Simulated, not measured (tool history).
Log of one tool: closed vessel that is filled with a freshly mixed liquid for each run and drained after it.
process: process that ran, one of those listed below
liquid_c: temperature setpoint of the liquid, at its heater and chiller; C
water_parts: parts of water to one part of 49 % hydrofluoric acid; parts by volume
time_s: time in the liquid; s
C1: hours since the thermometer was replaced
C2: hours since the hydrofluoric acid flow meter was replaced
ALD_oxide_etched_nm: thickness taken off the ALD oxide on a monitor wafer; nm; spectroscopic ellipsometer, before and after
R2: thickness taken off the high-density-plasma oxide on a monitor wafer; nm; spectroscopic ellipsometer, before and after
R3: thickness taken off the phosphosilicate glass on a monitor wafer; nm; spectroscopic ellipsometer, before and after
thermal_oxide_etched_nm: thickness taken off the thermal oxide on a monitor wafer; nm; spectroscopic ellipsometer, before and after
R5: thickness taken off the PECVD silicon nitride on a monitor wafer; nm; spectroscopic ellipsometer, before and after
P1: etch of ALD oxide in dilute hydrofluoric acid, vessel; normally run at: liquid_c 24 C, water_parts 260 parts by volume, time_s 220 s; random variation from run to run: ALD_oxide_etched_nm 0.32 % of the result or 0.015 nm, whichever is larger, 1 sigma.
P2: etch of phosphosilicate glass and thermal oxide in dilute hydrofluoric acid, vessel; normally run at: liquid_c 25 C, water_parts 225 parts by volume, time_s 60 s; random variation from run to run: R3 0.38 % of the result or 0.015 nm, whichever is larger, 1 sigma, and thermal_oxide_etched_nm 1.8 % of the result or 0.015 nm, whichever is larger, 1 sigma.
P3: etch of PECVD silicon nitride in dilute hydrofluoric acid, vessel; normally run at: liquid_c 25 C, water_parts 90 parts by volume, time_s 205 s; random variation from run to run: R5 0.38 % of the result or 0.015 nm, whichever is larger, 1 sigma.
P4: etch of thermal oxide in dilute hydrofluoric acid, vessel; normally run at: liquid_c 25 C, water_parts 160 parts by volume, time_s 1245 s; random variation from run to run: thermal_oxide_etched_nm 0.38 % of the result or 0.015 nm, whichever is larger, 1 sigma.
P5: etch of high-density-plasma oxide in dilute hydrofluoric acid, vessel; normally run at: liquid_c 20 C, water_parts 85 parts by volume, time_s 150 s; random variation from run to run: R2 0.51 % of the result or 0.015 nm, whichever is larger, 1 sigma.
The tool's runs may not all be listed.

Run 1, day 0.4: process P1, liquid_c 24 C, water_parts 260 parts by volume, time_s 220 s; C1 1488.3; C2 1117.8. Result: ALD_oxide_etched_nm 15.372 nm.
Run 2, day 0.754: process P5, liquid_c 28 C, water_parts 85 parts by volume, time_s 150 s; C1 1496.8; C2 1126.3. Result: R2 10.457 nm.
Run 3, day 1.1: process P1, liquid_c 24 C, water_parts 260 parts by volume, time_s 220 s; C1 1505.1; C2 1134.6. Result: ALD_oxide_etched_nm 15.435 nm.
Run 4, day 1.412: process P2, liquid_c 18.5 C, water_parts 225 parts by volume, time_s 60 s; C1 1512.6; C2 1142.1. Result: R3 34.264 nm, thermal_oxide_etched_nm 0.8558 nm.
Run 5, day 1.729: process P5, liquid_c 20 C, water_parts 115 parts by volume, time_s 150 s; C1 1520.2; C2 1149.7. Result: R2 5.475 nm.
Run 6, day 2.3: process P4, liquid_c 25 C, water_parts 160 parts by volume, time_s 1245 s; C1 1533.9; C2 1163.4. Result: thermal_oxide_etched_nm 37.378 nm.
Run 7, day 2.862: process P4, liquid_c 25 C, water_parts 160 parts by volume, time_s 115 s; C1 1547.4; C2 1176.9. Result: thermal_oxide_etched_nm 3.4648 nm.
Run 8, day 3.304: process P3, liquid_c 32 C, water_parts 90 parts by volume, time_s 205 s; C1 1558; C2 1187.5. Result: R5 8.7074 nm.
Run 9, day 3.779: process P5, liquid_c 20 C, water_parts 85 parts by volume, time_s 150 s; C1 1569.4; C2 1198.9. Result: R2 7.6043 nm.
Run 10, day 4.229: process P4, liquid_c 25 C, water_parts 160 parts by volume, time_s 1245 s; C1 1580.2; C2 1209.7. Result: thermal_oxide_etched_nm 37.525 nm.
Run 11, day 4.617: process P3, liquid_c 25 C, water_parts 25 parts by volume, time_s 205 s; C1 1589.5; C2 1219. Result: R5 19.402 nm.
Run 12, day 4.912: process P2, liquid_c 25 C, water_parts 400 parts by volume, time_s 60 s; C1 1596.6; C2 1226.1. Result: R3 20.678 nm, thermal_oxide_etched_nm 0.50421 nm.
Run 13, day 5.517: process P1, liquid_c 19 C, water_parts 260 parts by volume, time_s 220 s; C1 1611.1; C2 1240.6. Result: ALD_oxide_etched_nm 12.839 nm.
Run 14, day 5.942: process P5, liquid_c 20 C, water_parts 85 parts by volume, time_s 30 s; C1 1621.3; C2 1250.8. Result: R2 1.5105 nm.
Run 15, day 6.288: process P1, liquid_c 24 C, water_parts 120 parts by volume, time_s 40 s; C1 1629.6; C2 1259.1. Result: ALD_oxide_etched_nm 7.0863 nm.
Run 16, day 6.554: process P2, liquid_c 25 C, water_parts 225 parts by volume, time_s 60 s; C1 1636; C2 1265.5. Result: R3 43.417 nm, thermal_oxide_etched_nm 1.0955 nm.
Run 17, day 7.146: process P1, liquid_c 24 C, water_parts 260 parts by volume, time_s 220 s; C1 1650.2; C2 1279.7. Result: ALD_oxide_etched_nm 15.419 nm.
Run 18, day 7.508: process P1, liquid_c 24 C, water_parts 260 parts by volume, time_s 220 s; C1 1658.9; C2 1288.4. Result: ALD_oxide_etched_nm 15.429 nm.
Run 19, day 7.921: process P3, liquid_c 25 C, water_parts 90 parts by volume, time_s 205 s; C1 1668.8; C2 1298.3. Result: R5 5.5407 nm.
Run 20, day 8.308: process P4, liquid_c 25 C, water_parts 250 parts by volume, time_s 1245 s; C1 1678.1; C2 1307.6. Result: thermal_oxide_etched_nm 21.656 nm.
Run 21, day 8.704: process P3, liquid_c 25 C, water_parts 90 parts by volume, time_s 325 s; C1 1687.6; C2 1317.1. Result: R5 8.7867 nm.
Run 22, day 9.108: process P1, liquid_c 24 C, water_parts 260 parts by volume, time_s 220 s; C1 1697.3; C2 1326.8. Result: ALD_oxide_etched_nm 15.377 nm.
Run 23, day 9.421: process P1, liquid_c 29.5 C, water_parts 260 parts by volume, time_s 220 s; C1 1704.8; C2 1334.3. Result: ALD_oxide_etched_nm 18.653 nm.
Run 24, day 9.754: process P1, liquid_c 24 C, water_parts 260 parts by volume, time_s 220 s; C1 1712.8; C2 1342.3. Result: ALD_oxide_etched_nm 15.418 nm.
Run 25, day 10.125: process P1, liquid_c 24 C, water_parts 400 parts by volume, time_s 220 s; C1 1721.7; C2 1351.2. Result: ALD_oxide_etched_nm 8.7807 nm.
Run 26, day 10.438: process P1, liquid_c 24 C, water_parts 260 parts by volume, time_s 55 s; C1 1729.2; C2 1358.7. Result: ALD_oxide_etched_nm 3.8648 nm.
Run 27, day 11.033: process P2, liquid_c 25 C, water_parts 225 parts by volume, time_s 60 s; C1 1743.5; C2 1373. Result: R3 43.905 nm, thermal_oxide_etched_nm 1.0724 nm.
Run 28, day 11.379: process P1, liquid_c 24 C, water_parts 260 parts by volume, time_s 220 s; C1 1751.8; C2 1381.3. Result: ALD_oxide_etched_nm 15.399 nm.
Run 29, day 11.908: process P2, liquid_c 25 C, water_parts 225 parts by volume, time_s 105 s; C1 1764.5; C2 1394. Result: R3 76.36 nm, thermal_oxide_etched_nm 1.9383 nm.
Run 30, day 12.192: process P1, liquid_c 24 C, water_parts 260 parts by volume, time_s 370 s; C1 1771.3; C2 1400.8. Result: ALD_oxide_etched_nm 25.994 nm.
Run 31, day 12.758: process P1, liquid_c 24 C, water_parts 70 parts by volume, time_s 220 s; C1 1784.9; C2 1414.4. Result: ALD_oxide_etched_nm 71.269 nm.
Run 32, day 13.079: process P1, liquid_c 31.5 C, water_parts 260 parts by volume, time_s 350 s; C1 1792.6; C2 1422.1. Result: ALD_oxide_etched_nm 31.706 nm.
Run 33, day 13.446: process P4, liquid_c 18.5 C, water_parts 160 parts by volume, time_s 1245 s; C1 1801.4; C2 1430.9. Result: thermal_oxide_etched_nm 29.114 nm.
Run 34, day 13.829: process P3, liquid_c 25 C, water_parts 90 parts by volume, time_s 205 s; C1 1810.6; C2 1440.1. Result: R5 5.5417 nm.
Run 35, day 14.417: process P1, liquid_c 24 C, water_parts 260 parts by volume, time_s 220 s; C1 1824.7; C2 1454.2. Result: ALD_oxide_etched_nm 15.421 nm.
Run 36, day 14.683: process P1, liquid_c 24 C, water_parts 260 parts by volume, time_s 220 s; C1 1831.1; C2 1460.6. Result: ALD_oxide_etched_nm 15.865 nm.
Run 37, day 15.054: process P1, liquid_c 24 C, water_parts 260 parts by volume, time_s 220 s; C1 1840; C2 1469.5. Result: ALD_oxide_etched_nm 16.027 nm.
Run 38, day 15.629: process P1, liquid_c 24 C, water_parts 260 parts by volume, time_s 220 s; C1 1853.8; C2 1483.3. Result: ALD_oxide_etched_nm 16.31 nm.
Run 39, day 15.908: process P1, liquid_c 24 C, water_parts 260 parts by volume, time_s 220 s; C1 1860.5; C2 1490. Result: ALD_oxide_etched_nm 16.486 nm.
Run 40, day 16.321: process P1, liquid_c 24 C, water_parts 260 parts by volume, time_s 220 s; C1 1870.4; C2 1499.9. Result: ALD_oxide_etched_nm 16.577 nm.
Run 41, day 16.85: process P1, liquid_c 24 C, water_parts 260 parts by volume, time_s 220 s; C1 1883.1; C2 1512.6. Result: ALD_oxide_etched_nm 16.615 nm.
Run 42, day 17.388: process P1, liquid_c 24 C, water_parts 260 parts by volume, time_s 220 s; C1 1896; C2 1525.5. Result: ALD_oxide_etched_nm 16.624 nm.
Run 43, day 17.954: process P1, liquid_c 24 C, water_parts 260 parts by volume, time_s 220 s; C1 1909.6; C2 1539.1. Result: ALD_oxide_etched_nm 16.568 nm.

What P1 gives has crept away from where it was. These 2 causes fit the log equally well, each at the size given:
A: liquid hotter than its thermometer reads (K) = 2.12
B: hydrofluoric acid flow above the setpoint (%) = 6.1
The creep began at about day 14.417.

4 check runs are offered, one wafer each, their results left as question marks. Which one tells the causes apart?
Run check 1, day 18.521: process P3, liquid_c 32 C, water_parts 90 parts by volume, time_s 305 s. Result: R5 ?.
Run check 2, day 18.521: process P5, liquid_c 27 C, water_parts 110 parts by volume, time_s 150 s. Result: R2 ?.
Run check 3, day 18.521: process P2, liquid_c 25 C, water_parts 350 parts by volume, time_s 80 s. Result: R3 ?, thermal_oxide_etched_nm ?.
Run check 4, day 18.521: process P4, liquid_c 25 C, water_parts 205 parts by volume, time_s 1245 s. Result: thermal_oxide_etched_nm ?.

What each check would give under each cause:
  check                   result     if A     if B
check 1                       R5   14.732   13.725
check 2                       R2   8.1907   8.0861
check 3                       R3   35.336   35.651
check 3  thermal_oxide_etched_nm  0.88788  0.89578
check 4  thermal_oxide_etched_nm   29.978   29.855
How far apart the two closest causes lie, in the result that separates them most: check 1 7.08 %; check 2 1.29 %; check 3 0.89 %; check 4 0.41 %
Only check 1 tells the causes apart: in the others they would give nearly the same result.

Then check 1 was run and gave: R5 14.843 nm. Which cause is it?

It is A: liquid hotter than its thermometer reads (K).

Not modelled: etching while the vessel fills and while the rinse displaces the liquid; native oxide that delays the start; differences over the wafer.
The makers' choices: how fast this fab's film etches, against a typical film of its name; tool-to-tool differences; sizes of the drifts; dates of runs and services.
